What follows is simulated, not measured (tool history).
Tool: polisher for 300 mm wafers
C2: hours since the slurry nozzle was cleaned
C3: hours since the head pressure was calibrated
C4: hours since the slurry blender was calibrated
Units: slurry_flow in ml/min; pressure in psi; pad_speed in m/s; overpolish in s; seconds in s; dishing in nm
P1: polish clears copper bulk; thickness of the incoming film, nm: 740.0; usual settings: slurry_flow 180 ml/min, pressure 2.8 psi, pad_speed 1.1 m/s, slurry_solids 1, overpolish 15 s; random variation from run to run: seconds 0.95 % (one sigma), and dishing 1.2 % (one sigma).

Run 1, day 0.238: slurry_flow 180 ml/min, pressure 2.8 psi, pad_speed 1.1 m/s, slurry_solids 1, overpolish 15 s; wafers polished on this pad 285; C2 98.4; C3 393.5; C4 140.7. Result: seconds 93.458 s, dishing 66.033 nm.
Run 2, day 0.546: slurry_flow 180 ml/min, pressure 2.8 psi, pad_speed 1.1 m/s, slurry_solids 1, overpolish 15 s; wafers polished on this pad 345; C2 105.8; C3 400.9; C4 148.1. Result: seconds 91.134 s, dishing 64.395 nm.
Run 3, day 0.708: slurry_flow 180 ml/min, pressure 3.8 psi, pad_speed 1.1 m/s, slurry_solids 1, overpolish 15 s; wafers polished on this pad 376; C2 109.7; C3 404.8; C4 152. Result: seconds 68.364 s, dishing 80.567 nm.
Run 4, day 1.004: slurry_flow 180 ml/min, pressure 2.8 psi, pad_speed 0.66 m/s, slurry_solids 1, overpolish 15 s; wafers polished on this pad 433; C2 116.8; C3 411.9; C4 159.1. Result: seconds 153.41 s, dishing 45.299 nm.
Run 5, day 1.196: slurry_flow 180 ml/min, pressure 2.8 psi, pad_speed 1.1 m/s, slurry_solids 1, overpolish 15 s; wafers polished on this pad 471; C2 121.4; C3 416.5; C4 163.7. Result: seconds 92.816 s, dishing 65.857 nm.
Run 6, day 1.5: slurry_flow 180 ml/min, pressure 2.8 psi, pad_speed 1.1 m/s, slurry_solids 1, overpolish 15 s; wafers polished on this pad 529; C2 128.7; C3 423.8; C4 171. Result: seconds 93.415 s, dishing 64.902 nm.
Run 7, day 1.808: slurry_flow 180 ml/min, pressure 2.8 psi, pad_speed 1.1 m/s, slurry_solids 1, overpolish 15 s; wafers polished on this pad 589; C2 136.1; C3 431.2; C4 178.4. Result: seconds 93.174 s, dishing 65.672 nm.
Run 8, day 1.979: slurry_flow 180 ml/min, pressure 2.8 psi, pad_speed 1.1 m/s, slurry_solids 0.65, overpolish 15 s; wafers polished on this pad 622; C2 140.2; C3 435.3; C4 182.5. Result: seconds 101.76 s, dishing 60.629 nm.
Run 9, day 2.138: slurry_flow 260 ml/min, pressure 2.8 psi, pad_speed 1.1 m/s, slurry_solids 1, overpolish 21 s; wafers polished on this pad 653; C2 144; C3 439.1; C4 186.3. Result: seconds 88.874 s, dishing 79.806 nm.
Run 10, day 2.304: slurry_flow 180 ml/min, pressure 1.8 psi, pad_speed 1.1 m/s, slurry_solids 1, overpolish 15 s; wafers polished on this pad 685; C2 148; C3 443.1; C4 190.3. Result: seconds 147.82 s, dishing 45.703 nm.
At day 2.412: slurry nozzle cleaned.
Run 11, day 2.521: slurry_flow 235 ml/min, pressure 2.8 psi, pad_speed 1.1 m/s, slurry_solids 1, overpolish 15 s; wafers polished on this pad 727; C2 2.7; C3 448.3; C4 195.5. Result: seconds 88.185 s, dishing 68.033 nm.
Run 12, day 2.771: slurry_flow 180 ml/min, pressure 2.8 psi, pad_speed 1.1 m/s, slurry_solids 1, overpolish 15 s; wafers polished on this pad 776; C2 8.7; C3 454.3; C4 201.5. Result: seconds 94.028 s, dishing 65.456 nm.
Run 13, day 3.042: slurry_flow 180 ml/min, pressure 2.8 psi, pad_speed 1.7 m/s, slurry_solids 1.2, overpolish 15 s; wafers polished on this pad 828; C2 15.2; C3 460.8; C4 208. Result: seconds 57.862 s, dishing 83.271 nm.
Run 14, day 3.342: slurry_flow 180 ml/min, pressure 2.8 psi, pad_speed 1.1 m/s, slurry_solids 1, overpolish 28 s; wafers polished on this pad 886; C2 22.4; C3 468; C4 215.2. Result: seconds 92.945 s, dishing 89.755 nm.
Run 15, day 3.525: slurry_flow 180 ml/min, pressure 2.8 psi, pad_speed 1.66 m/s, slurry_solids 1, overpolish 15 s; wafers polished on this pad 922; C2 26.8; C3 472.4; C4 219.6. Result: seconds 61.834 s, dishing 80.743 nm.
Run 16, day 3.788: slurry_flow 180 ml/min, pressure 2.8 psi, pad_speed 1.1 m/s, slurry_solids 1.3, overpolish 15 s; wafers polished on this pad 973; C2 33.1; C3 478.7; C4 225.9. Result: seconds 87.004 s, dishing 67.492 nm.
Run 17, day 4.017: slurry_flow 180 ml/min, pressure 2.8 psi, pad_speed 1.1 m/s, slurry_solids 1, overpolish 8 s; wafers polished on this pad 1017; C2 38.6; C3 484.2; C4 231.4. Result: seconds 93.253 s, dishing 42.452 nm.
Run 18, day 4.229: slurry_flow 180 ml/min, pressure 4.3 psi, pad_speed 0.74 m/s, slurry_solids 1, overpolish 15 s; wafers polished on this pad 1058; C2 43.7; C3 489.3; C4 236.5. Result: seconds 88.899 s, dishing 68.084 nm.
Run 19, day 4.383: slurry_flow 110 ml/min, pressure 2.8 psi, pad_speed 1.1 m/s, slurry_solids 1, overpolish 15 s; wafers polished on this pad 1088; C2 47.4; C3 493; C4 240.2. Result: seconds 99.883 s, dishing 60.907 nm.
Run 20, day 4.65: slurry_flow 180 ml/min, pressure 2.8 psi, pad_speed 1.1 m/s, slurry_solids 1, overpolish 15 s; wafers polished on this pad 1140; C2 53.8; C3 499.4; C4 246.6. Result: seconds 91.408 s, dishing 64.387 nm.
Run 21, day 4.825: slurry_flow 180 ml/min, pressure 2.8 psi, pad_speed 1.1 m/s, slurry_solids 1, overpolish 15 s; wafers polished on this pad 1174; C2 58; C3 503.6; C4 250.8. Result: seconds 94.886 s, dishing 65.486 nm.
Run 22, day 5.129: slurry_flow 180 ml/min, pressure 2.8 psi, pad_speed 1.1 m/s, slurry_solids 1, overpolish 15 s; wafers polished on this pad 1233; C2 65.3; C3 510.9; C4 258.1. Result: seconds 96.077 s, dishing 64.541 nm.
Run 23, day 5.442: slurry_flow 180 ml/min, pressure 2.8 psi, pad_speed 1.1 m/s, slurry_solids 1, overpolish 15 s; wafers polished on this pad 1293; C2 72.8; C3 518.4; C4 265.6. Result: seconds 99.202 s, dishing 62.859 nm.
At day 5.462: worn pad replaced by a new one.
At day 5.675: head pressure recalibrated.
Run 24, day 5.683: slurry_flow 180 ml/min, pressure 2.8 psi, pad_speed 1.1 m/s, slurry_solids 1, overpolish 15 s; wafers polished on this pad 43; C2 78.6; C3 0.2; C4 271.4. Result: seconds 99.689 s, dishing 62.031 nm.
Run 25, day 5.929: slurry_flow 180 ml/min, pressure 2.8 psi, pad_speed 1.1 m/s, slurry_solids 1, overpolish 15 s; wafers polished on this pad 91; C2 84.5; C3 6.1; C4 277.3. Result: seconds 99.933 s, dishing 62.26 nm.
Run 26, day 6.171: slurry_flow 180 ml/min, pressure 2.8 psi, pad_speed 1.1 m/s, slurry_solids 1, overpolish 15 s; wafers polished on this pad 137; C2 90.3; C3 11.9; C4 283.1. Result: seconds 103.52 s, dishing 62.318 nm.
Run 27, day 6.321: slurry_flow 180 ml/min, pressure 2.8 psi, pad_speed 1.1 m/s, slurry_solids 1, overpolish 15 s; wafers polished on this pad 166; C2 93.9; C3 15.5; C4 286.7. Result: seconds 101.12 s, dishing 61.513 nm.
Run 28, day 6.617: slurry_flow 180 ml/min, pressure 2.8 psi, pad_speed 1.1 m/s, slurry_solids 1, overpolish 15 s; wafers polished on this pad 224; C2 101; C3 22.6; C4 293.8. Result: seconds 100.13 s, dishing 61.912 nm.
Run 29, day 6.929: slurry_flow 180 ml/min, pressure 2.8 psi, pad_speed 1.1 m/s, slurry_solids 1, overpolish 15 s; wafers polished on this pad 284; C2 108.5; C3 30.1; C4 301.3. Result: seconds 101.61 s, dishing 62.598 nm.

What P1 gives has crept away from where it was. These 2 causes fit the log equally well, each at the size given:
A: abrasive missing from the slurry, % = 34.8
B: slurry flow missing at the pad, % = 38.4
The creep began at about day 4.65.
Why every other cause is out:
removal rate lost through wear of the pad, %: serviced at day 5.462, which brought nothing back
head's pressure below its setpoint, %: serviced at day 5.675, which brought nothing back

4 check runs are offered, each on 2 wafers whose results are averaged, their results left as question marks. Which one tells the causes apart?
Run check 1, day 7.242: slurry_flow 180 ml/min, pressure 2.8 psi, pad_speed 1.1 m/s, slurry_solids 1, overpolish 25 s. Result: seconds ?, dishing ?.
Run check 2, day 7.242: slurry_flow 180 ml/min, pressure 2.8 psi, pad_speed 1.1 m/s, slurry_solids 1.25, overpolish 15 s. Result: seconds ?, dishing ?.
Run check 3, day 7.242: slurry_flow 115 ml/min, pressure 2.8 psi, pad_speed 1.1 m/s, slurry_solids 0.75, overpolish 15 s. Result: seconds ?, dishing ?.
Run check 4, day 7.242: slurry_flow 180 ml/min, pressure 2.8 psi, pad_speed 1.1 m/s, slurry_solids 0.65, overpolish 15 s. Result: seconds ?, dishing ?.

What each check would give under each cause:
  check   result    if A    if B
check 1  seconds  101.46  101.45
check 1  dishing  82.634  82.636
check 2  seconds  96.896  96.653
check 2  dishing   63.56  63.662
check 3  seconds  116.52  122.13
check 3  dishing  56.188  54.365
check 4  seconds  110.46  110.99
check 4  dishing  58.286  58.095
How far apart the two closest causes lie, in the result that separates them most: check 1 0.01 %; check 2 0.25 %; check 3 4.71 %; check 4 0.48 %
Check 3 tells the causes apart: in the others they would give nearly the same result.

Check 3 was then run and gave: seconds 116.54 s; dishing 56.573 nm. Which cause is it?

It is A: abrasive missing from the slurry, %.
